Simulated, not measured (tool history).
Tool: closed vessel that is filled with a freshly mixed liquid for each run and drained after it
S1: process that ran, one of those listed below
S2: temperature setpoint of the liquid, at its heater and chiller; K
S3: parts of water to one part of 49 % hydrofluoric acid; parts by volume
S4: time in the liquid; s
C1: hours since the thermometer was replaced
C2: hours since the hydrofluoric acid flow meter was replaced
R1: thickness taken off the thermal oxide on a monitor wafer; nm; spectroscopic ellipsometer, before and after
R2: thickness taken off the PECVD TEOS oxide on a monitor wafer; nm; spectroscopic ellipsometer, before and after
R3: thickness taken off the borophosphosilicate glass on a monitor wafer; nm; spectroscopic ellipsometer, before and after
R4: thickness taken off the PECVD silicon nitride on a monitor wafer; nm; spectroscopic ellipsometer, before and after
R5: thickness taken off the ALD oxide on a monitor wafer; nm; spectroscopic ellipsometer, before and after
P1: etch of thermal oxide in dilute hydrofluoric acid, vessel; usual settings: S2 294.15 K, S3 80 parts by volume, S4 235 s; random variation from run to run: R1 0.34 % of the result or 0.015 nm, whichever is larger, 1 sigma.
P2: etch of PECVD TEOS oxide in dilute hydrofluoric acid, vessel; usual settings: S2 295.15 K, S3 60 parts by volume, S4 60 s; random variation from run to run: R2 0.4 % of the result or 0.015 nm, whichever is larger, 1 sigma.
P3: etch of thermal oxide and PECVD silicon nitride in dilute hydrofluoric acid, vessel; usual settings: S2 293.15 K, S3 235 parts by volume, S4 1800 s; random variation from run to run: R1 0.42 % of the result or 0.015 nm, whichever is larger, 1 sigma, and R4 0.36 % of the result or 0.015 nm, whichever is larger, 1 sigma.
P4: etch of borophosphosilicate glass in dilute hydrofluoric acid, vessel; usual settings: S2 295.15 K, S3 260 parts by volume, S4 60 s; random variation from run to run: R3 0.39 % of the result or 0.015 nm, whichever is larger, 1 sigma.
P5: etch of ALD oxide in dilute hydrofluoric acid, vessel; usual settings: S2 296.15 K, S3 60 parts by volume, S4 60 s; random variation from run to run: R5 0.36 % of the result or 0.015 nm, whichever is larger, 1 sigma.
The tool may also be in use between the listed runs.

{"run": 1, "hour": 2.3, "S1": "P1", "S2": 294.15, "S3": 80, "S4": 235, "C1": 2210.2, "C2": 406.8, "R1": 12.905}
{"run": 2, "hour": 5.0, "S1": "P1", "S2": 294.15, "S3": 80, "S4": 235, "C1": 2212.9, "C2": 409.5, "R1": 12.959}
{"run": 3, "hour": 8.5, "S1": "P1", "S2": 294.15, "S3": 30, "S4": 235, "C1": 2216.4, "C2": 413.0, "R1": 36.591}
{"run": 4, "hour": 12.1, "S1": "P1", "S2": 290.15, "S3": 110, "S4": 235, "C1": 2220.0, "C2": 416.6, "R1": 7.699}
{"run": 5, "hour": 15.7, "S1": "P2", "S2": 303.15, "S3": 60, "S4": 60, "C1": 2223.6, "C2": 420.2, "R2": 32.346}
{"run": 6, "hour": 19.9, "S1": "P4", "S2": 295.15, "S3": 40, "S4": 60, "C1": 2227.8, "C2": 424.4, "R3": 84.364}
{"run": 7, "hour": 22.0, "S1": "P1", "S2": 294.15, "S3": 80, "S4": 235, "C1": 2229.9, "C2": 426.5, "R1": 13.012}
{"run": 8, "hour": 25.4, "S1": "P4", "S2": 295.15, "S3": 260, "S4": 60, "C1": 2233.3, "C2": 429.9, "R3": 10.204}
{"run": 9, "hour": 29.5, "S1": "P3", "S2": 293.15, "S3": 235, "S4": 1800, "C1": 2237.4, "C2": 434.0, "R1": 25.66, "R4": 34.662}
{"run": 10, "hour": 33.0, "S1": "P2", "S2": 295.15, "S3": 60, "S4": 60, "C1": 2240.9, "C2": 437.5, "R2": 23.323}
{"run": 11, "hour": 35.0, "S1": "P1", "S2": 294.15, "S3": 80, "S4": 30, "C1": 2242.9, "C2": 439.5, "R1": 1.6577}
{"run": 12, "hour": 37.5, "S1": "P2", "S2": 295.15, "S3": 60, "S4": 105, "C1": 2245.4, "C2": 442.0, "R2": 41.164}
{"run": 13, "hour": 41.7, "S1": "P1", "S2": 294.15, "S3": 80, "S4": 235, "C1": 2249.6, "C2": 446.2, "R1": 12.96}
{"run": 14, "hour": 44.7, "S1": "P1", "S2": 294.15, "S3": 80, "S4": 235, "C1": 2252.6, "C2": 449.2, "R1": 12.862}
{"run": 15, "hour": 47.9, "S1": "P1", "S2": 294.15, "S3": 30, "S4": 345, "C1": 2255.8, "C2": 452.4, "R1": 53.934}
{"run": 16, "hour": 50.5, "S1": "P1", "S2": 301.15, "S3": 20, "S4": 235, "C1": 2258.4, "C2": 455.0, "R1": 74.809}
{"run": 17, "hour": 53.5, "S1": "P3", "S2": 293.15, "S3": 395, "S4": 1800, "C1": 2261.4, "C2": 458.0, "R1": 13.127, "R4": 21.05}
{"run": 18, "hour": 56.2, "S1": "P1", "S2": 300.15, "S3": 80, "S4": 235, "C1": 2264.1, "C2": 460.7, "R1": 16.397}
{"run": 19, "hour": 59.1, "S1": "P5", "S2": 304.65, "S3": 60, "S4": 60, "C1": 2267.0, "C2": 463.6, "R5": 18.624}
{"run": 20, "hour": 62.6, "S1": "P1", "S2": 294.15, "S3": 125, "S4": 235, "C1": 2270.5, "C2": 467.1, "R1": 7.8235}
{"run": 21, "hour": 65.1, "S1": "P4", "S2": 295.15, "S3": 260, "S4": 105, "C1": 2273.0, "C2": 469.6, "R3": 17.702}
{"run": 22, "hour": 68.0, "S1": "P5", "S2": 296.15, "S3": 60, "S4": 60, "C1": 2275.9, "C2": 472.5, "R5": 13.193}
{"run": 23, "hour": 69.8, "S1": "P3", "S2": 293.15, "S3": 235, "S4": 1800, "C1": 2277.7, "C2": 474.3, "R1": 25.601, "R4": 34.727}
{"run": 24, "hour": 72.4, "S1": "P2", "S2": 295.15, "S3": 20, "S4": 60, "C1": 2280.3, "C2": 476.9, "R2": 74.071}
{"run": 25, "hour": 74.9, "S1": "P3", "S2": 293.15, "S3": 235, "S4": 565, "C1": 2282.8, "C2": 479.4, "R1": 8.0906, "R4": 10.888}
{"run": 26, "hour": 77.0, "S1": "P5", "S2": 296.15, "S3": 60, "S4": 60, "C1": 2284.9, "C2": 481.5, "R5": 13.249}
{"run": 27, "hour": 79.7, "S1": "P2", "S2": 295.15, "S3": 60, "S4": 60, "C1": 2287.6, "C2": 484.2, "R2": 23.536}
{"run": 28, "hour": 82.5, "S1": "P1", "S2": 294.15, "S3": 80, "S4": 380, "C1": 2290.4, "C2": 487.0, "R1": 20.954}
{"run": 29, "hour": 84.4, "S1": "P4", "S2": 295.15, "S3": 260, "S4": 60, "C1": 2292.3, "C2": 488.9, "R3": 10.154}
{"run": 30, "hour": 87.7, "S1": "P5", "S2": 296.15, "S3": 60, "S4": 85, "C1": 2295.6, "C2": 492.2, "R5": 18.72}
{"run": 31, "hour": 91.4, "S1": "P3", "S2": 298.65, "S3": 235, "S4": 1800, "C1": 2299.3, "C2": 495.9, "R1": 31.224, "R4": 49.265}
{"run": 32, "hour": 94.6, "S1": "P4", "S2": 303.65, "S3": 260, "S4": 60, "C1": 2302.5, "C2": 499.1, "R3": 13.528}
{"run": 33, "hour": 96.9, "S1": "P1", "S2": 290.15, "S3": 80, "S4": 235, "C1": 2304.8, "C2": 501.4, "R1": 10.972}
{"run": 34, "hour": 99.3, "S1": "P5", "S2": 296.15, "S3": 20, "S4": 60, "C1": 2307.2, "C2": 503.8, "R5": 41.671}
{"run": 35, "hour": 101.3, "S1": "P1", "S2": 294.15, "S3": 80, "S4": 235, "C1": 2309.2, "C2": 505.8, "R1": 12.934}
{"run": 36, "hour": 104.8, "S1": "P1", "S2": 294.15, "S3": 80, "S4": 235, "C1": 2312.7, "C2": 509.3, "R1": 12.517}
{"run": 37, "hour": 107.1, "S1": "P1", "S2": 294.15, "S3": 80, "S4": 235, "C1": 2315.0, "C2": 511.6, "R1": 12.4}
{"run": 38, "hour": 110.2, "S1": "P1", "S2": 294.15, "S3": 80, "S4": 235, "C1": 2318.1, "C2": 514.7, "R1": 12.256}
{"run": 39, "hour": 112.1, "S1": "P1", "S2": 294.15, "S3": 80, "S4": 235, "C1": 2320.0, "C2": 516.6, "R1": 12.282}
{"run": 40, "hour": 116.2, "S1": "P1", "S2": 294.15, "S3": 80, "S4": 235, "C1": 2324.1, "C2": 520.7, "R1": 12.18}
{"run": 41, "hour": 118.1, "S1": "P1", "S2": 294.15, "S3": 80, "S4": 235, "C1": 2326.0, "C2": 522.6, "R1": 12.21}
{"run": 42, "hour": 121.7, "S1": "P1", "S2": 294.15, "S3": 80, "S4": 235, "C1": 2329.6, "C2": 526.2, "R1": 12.126}

What P1 gives has crept away from where it was. These 2 causes fit the log equally well, each at the size given:
A: hydrofluoric acid flow below the setpoint (%) = 5.35
B: liquid colder than its thermometer reads (K) = 1.46
The creep began at about hour 101.3.

4 check runs are offered, one wafer each, their results left as question marks. Which one tells the causes apart?
{"run": "check 1", "hour": 125.3, "S1": "P4", "S2": 295.15, "S3": 55, "S4": 100, "R3": "?"}
{"run": "check 2", "hour": 125.3, "S1": "P5", "S2": 303.15, "S3": 20, "S4": 60, "R5": "?"}
{"run": "check 3", "hour": 125.3, "S1": "P3", "S2": 297.65, "S3": 235, "S4": 915, "R1": "?", "R4": "?"}
{"run": "check 4", "hour": 125.3, "S1": "P2", "S2": 303.15, "S3": 30, "S4": 60, "R2": "?"}

What each check would give under each cause:
check=check_1 result=R3 if_A=94.104 if_B=93.891
check=check_2 result=R5 if_A=53.001 if_B=52.865
check=check_3 result=R1 if_A=14.3650 if_B=14.5950
check=check_3 result=R4 if_A=22.231 if_B=21.429
check=check_4 result=R2 if_A=63.871 if_B=63.810
How far apart the two closest causes lie, in the result that separates them most: check 1 0.23 %; check 2 0.26 %; check 3 3.67 %; check 4 0.09 %
Only check 3 tells the causes apart: in the others they would give nearly the same result.

Then check 3 was run and gave: R1 14.2920 nm; R4 22.356 nm. Which cause is it?

It is A: hydrofluoric acid flow below the setpoint (%).

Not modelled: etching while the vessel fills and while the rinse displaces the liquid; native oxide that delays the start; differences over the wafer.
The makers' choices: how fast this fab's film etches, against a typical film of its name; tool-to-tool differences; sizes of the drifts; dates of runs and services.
